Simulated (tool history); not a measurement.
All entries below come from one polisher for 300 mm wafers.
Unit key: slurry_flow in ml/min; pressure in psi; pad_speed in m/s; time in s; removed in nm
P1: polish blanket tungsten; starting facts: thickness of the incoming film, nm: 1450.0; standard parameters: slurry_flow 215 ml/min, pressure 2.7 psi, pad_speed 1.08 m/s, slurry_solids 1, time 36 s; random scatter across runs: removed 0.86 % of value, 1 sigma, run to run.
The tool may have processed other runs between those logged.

run,day,slurry_flow,pressure,pad_speed,slurry_solids,time,removed
1,0.592,215,2.7,1.08,1,36,115.78
2,1.229,300,2.7,1.08,1,36,118.51
# day 1.454: slurry nozzle cleaned
3,1.638,215,2.7,1.08,0.6,36,101.45
4,2,215,2.7,1.08,1,16,51.907
5,2.496,215,2.7,1.08,1,36,115.42
# day 2.662: slurry tank refilled with fresh slurry and peroxide
6,2.925,215,2.7,1.08,1,36,114.81
7,3.267,215,2.7,0.58,1.3,36,65.833
8,3.717,215,2.7,1.08,1.4,36,125.85
9,4.362,215,2.7,0.48,1,36,51.3
10,4.762,215,4.1,1.08,1,36,176.77
11,5.304,130,2.7,1.08,1,36,108
12,5.712,215,2.7,1.66,1,36,174.99
13,6.183,215,1.6,1.08,1,36,68.932
14,6.617,215,2.7,1.08,1,45,146.59
15,7.096,215,2.7,1.08,1,36,115.54
16,7.438,215,2.7,1.08,1,36,115.95
17,7.9,215,2.7,1.08,1,36,111.86
18,8.271,215,2.7,1.08,1,36,109.49
19,8.733,215,2.7,1.08,1,36,109.21
# day 9.25: worn pad replaced by a new one
20,9.329,215,2.7,1.08,1,36,109.15
# day 9.529: head pressure recalibrated
21,9.642,215,2.7,1.08,1,36,106.64

For run 22, what comes out?
22,9.967,215,2.7,1.08,1,36,?

{"run 22": {"removed": 108.84}}
